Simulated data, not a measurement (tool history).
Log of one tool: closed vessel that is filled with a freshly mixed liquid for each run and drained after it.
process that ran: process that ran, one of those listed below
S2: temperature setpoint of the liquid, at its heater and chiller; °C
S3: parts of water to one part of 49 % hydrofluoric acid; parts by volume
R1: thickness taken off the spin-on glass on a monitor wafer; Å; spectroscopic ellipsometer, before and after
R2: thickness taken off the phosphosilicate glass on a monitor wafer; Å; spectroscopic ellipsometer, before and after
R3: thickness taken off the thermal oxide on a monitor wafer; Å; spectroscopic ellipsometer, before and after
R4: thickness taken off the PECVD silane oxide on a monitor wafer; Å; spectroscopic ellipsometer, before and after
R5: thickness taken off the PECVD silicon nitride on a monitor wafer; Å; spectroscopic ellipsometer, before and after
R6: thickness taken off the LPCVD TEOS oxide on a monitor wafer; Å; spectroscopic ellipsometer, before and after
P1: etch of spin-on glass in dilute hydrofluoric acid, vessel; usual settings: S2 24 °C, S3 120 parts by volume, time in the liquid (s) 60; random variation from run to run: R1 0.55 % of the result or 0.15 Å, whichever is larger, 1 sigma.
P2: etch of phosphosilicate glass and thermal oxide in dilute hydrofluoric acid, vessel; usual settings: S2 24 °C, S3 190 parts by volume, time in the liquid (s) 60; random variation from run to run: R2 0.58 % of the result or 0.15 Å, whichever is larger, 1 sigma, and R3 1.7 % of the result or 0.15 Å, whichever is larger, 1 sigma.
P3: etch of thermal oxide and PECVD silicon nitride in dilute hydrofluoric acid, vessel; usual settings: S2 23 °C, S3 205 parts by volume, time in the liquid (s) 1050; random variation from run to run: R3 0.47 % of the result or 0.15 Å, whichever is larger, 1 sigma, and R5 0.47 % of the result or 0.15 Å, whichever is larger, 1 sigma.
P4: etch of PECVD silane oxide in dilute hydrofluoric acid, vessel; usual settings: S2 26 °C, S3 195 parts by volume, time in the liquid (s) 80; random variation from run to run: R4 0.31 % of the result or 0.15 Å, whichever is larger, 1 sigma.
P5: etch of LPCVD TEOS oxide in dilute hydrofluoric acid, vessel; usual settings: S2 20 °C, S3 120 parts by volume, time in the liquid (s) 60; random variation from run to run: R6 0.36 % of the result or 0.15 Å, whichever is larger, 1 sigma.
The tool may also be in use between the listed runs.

run 1 hour=7.5 | process_that_ran=P1 S2=24 S3=120 time_in_the_liquid_(s)=60 | R1=159.89
run 2 hour=17.8 | process_that_ran=P2 S2=24 S3=190 time_in_the_liquid_(s)=60 | R2=215.58 R3=13.363
run 3 hour=24.9 | process_that_ran=P1 S2=24 S3=120 time_in_the_liquid_(s)=60 | R1=160.79
run 4 hour=39.6 | process_that_ran=P2 S2=24 S3=190 time_in_the_liquid_(s)=95 | R2=341.98 R3=21.971
run 5 hour=50.8 | process_that_ran=P4 S2=21.5 S3=195 time_in_the_liquid_(s)=80 | R4=108.58
run 6 hour=60.1 | process_that_ran=P3 S2=23 S3=80 time_in_the_liquid_(s)=1050 | R3=631.62 R5=556.59
run 7 hour=71.5 | process_that_ran=P1 S2=24 S3=20 time_in_the_liquid_(s)=60 | R1=1089.3
run 8 hour=86.4 | process_that_ran=P1 S2=24 S3=210 time_in_the_liquid_(s)=60 | R1=82.877
run 9 hour=97.2 | process_that_ran=P5 S2=20 S3=60 time_in_the_liquid_(s)=60 | R6=427.32
run 10 hour=107.8 | process_that_ran=P1 S2=20 S3=120 time_in_the_liquid_(s)=35 | R1=79.539
run 11 hour=114.4 | process_that_ran=P5 S2=20 S3=120 time_in_the_liquid_(s)=60 | R6=198.41
run 12 hour=130 | process_that_ran=P4 S2=26 S3=40 time_in_the_liquid_(s)=80 | R4=759.66
run 13 hour=142.5 | process_that_ran=P4 S2=26 S3=195 time_in_the_liquid_(s)=160 | R4=257.82
run 14 hour=154 | process_that_ran=P5 S2=23.5 S3=120 time_in_the_liquid_(s)=60 | R6=227.55
run 15 hour=167.8 | process_that_ran=P4 S2=26 S3=195 time_in_the_liquid_(s)=80 | R4=128.72
run 16 hour=179.8 | process_that_ran=P2 S2=24 S3=310 time_in_the_liquid_(s)=60 | R2=117.98 R3=7.2476
run 17 hour=187.3 | process_that_ran=P1 S2=24 S3=120 time_in_the_liquid_(s)=100 | R1=266.39
run 18 hour=201.2 | process_that_ran=P1 S2=19 S3=120 time_in_the_liquid_(s)=60 | R1=132.52
run 19 hour=211 | process_that_ran=P3 S2=23 S3=205 time_in_the_liquid_(s)=1050 | R3=213.02 R5=222.64
run 20 hour=223.7 | process_that_ran=P5 S2=20 S3=120 time_in_the_liquid_(s)=60 | R6=199.24
run 21 hour=237.1 | process_that_ran=P1 S2=24 S3=120 time_in_the_liquid_(s)=30 | R1=80.703
run 22 hour=251.9 | process_that_ran=P1 S2=24 S3=120 time_in_the_liquid_(s)=60 | R1=159.5
run 23 hour=262.2 | process_that_ran=P5 S2=20 S3=120 time_in_the_liquid_(s)=30 | R6=99.592
run 24 hour=274.1 | process_that_ran=P3 S2=17 S3=205 time_in_the_liquid_(s)=1050 | R3=170.36 R5=148.97
run 25 hour=283.8 | process_that_ran=P3 S2=23 S3=205 time_in_the_liquid_(s)=1050 | R3=213.48 R5=220.98
run 26 hour=293.6 | process_that_ran=P1 S2=24 S3=120 time_in_the_liquid_(s)=60 | R1=159.66
run 27 hour=301.3 | process_that_ran=P2 S2=17 S3=190 time_in_the_liquid_(s)=60 | R2=165.5 R3=10.135
run 28 hour=310.4 | process_that_ran=P1 S2=28 S3=120 time_in_the_liquid_(s)=60 | R1=186.42
run 29 hour=320.1 | process_that_ran=P2 S2=24 S3=190 time_in_the_liquid_(s)=60 | R2=217.93 R3=13.254
run 30 hour=328.5 | process_that_ran=P3 S2=23 S3=205 time_in_the_liquid_(s)=1805 | R3=366.48 R5=379.04
run 31 hour=341.2 | process_that_ran=P1 S2=24 S3=120 time_in_the_liquid_(s)=60 | R1=161.74
run 32 hour=349.2 | process_that_ran=P1 S2=24 S3=120 time_in_the_liquid_(s)=60 | R1=158.5
run 33 hour=357.1 | process_that_ran=P1 S2=24 S3=120 time_in_the_liquid_(s)=60 | R1=153.72
run 34 hour=366.8 | process_that_ran=P1 S2=24 S3=120 time_in_the_liquid_(s)=60 | R1=151.1
run 35 hour=376 | process_that_ran=P1 S2=24 S3=120 time_in_the_liquid_(s)=60 | R1=152.53
run 36 hour=389.6 | process_that_ran=P1 S2=24 S3=120 time_in_the_liquid_(s)=60 | R1=151.7
run 37 hour=398.1 | process_that_ran=P1 S2=24 S3=120 time_in_the_liquid_(s)=60 | R1=150.64
run 38 hour=409.8 | process_that_ran=P1 S2=24 S3=120 time_in_the_liquid_(s)=60 | R1=147.76
run 39 hour=424 | process_that_ran=P1 S2=24 S3=120 time_in_the_liquid_(s)=60 | R1=148.28
run 40 hour=431.7 | process_that_ran=P1 S2=24 S3=120 time_in_the_liquid_(s)=60 | R1=149.01
run 41 hour=443.8 | process_that_ran=P1 S2=24 S3=120 time_in_the_liquid_(s)=60 | R1=149.99

Compared with where it was, what P1 gives has crept away. Each cause listed below fits the log as well as the rest, at the size given for it:
A: hydrofluoric acid flow below the setpoint (%) = 6.44
B: liquid colder than its thermometer reads (K) = 1.94
The drift started at roughly hour 341.2.

4 check runs are offered, one wafer each, their results left as question marks. Which one tells the causes apart?
run check 1 hour=455.9 | process_that_ran=P5 S2=20 S3=80 time_in_the_liquid_(s)=60 | R6=?
run check 2 hour=455.9 | process_that_ran=P4 S2=22 S3=195 time_in_the_liquid_(s)=150 | R4=?
run check 3 hour=455.9 | process_that_ran=P2 S2=20 S3=190 time_in_the_liquid_(s)=60 | R2=? R3=?
run check 4 hour=455.9 | process_that_ran=P3 S2=17 S3=115 time_in_the_liquid_(s)=1050 | R3=? R5=?

Expected result of each check under each candidate cause:
check=check_1 result=R6 if_A=290.7 if_B=288.24
check=check_2 result=R4 if_A=191.81 if_B=192.96
check=check_3 result=R2 if_A=171.93 if_B=172.5
check=check_3 result=R3 if_A=10.698 if_B=10.733
check=check_4 result=R3 if_A=307.24 if_B=305.02
check=check_4 result=R5 if_A=244.4 if_B=227.58
Separation of the two closest causes in each check, using whichever result separates them best: check 1 0.85 %; check 2 0.6 %; check 3 0.33 %; check 4 7.13 %
Check 4 distinguishes between the causes, while the remaining checks would return nearly the same result for all of them.

With check 4 done, the readings were: R3 305.99 Å; R5 244 Å. Identify which of the listed causes applies.

A is the cause: hydrofluoric acid flow below the setpoint (%).

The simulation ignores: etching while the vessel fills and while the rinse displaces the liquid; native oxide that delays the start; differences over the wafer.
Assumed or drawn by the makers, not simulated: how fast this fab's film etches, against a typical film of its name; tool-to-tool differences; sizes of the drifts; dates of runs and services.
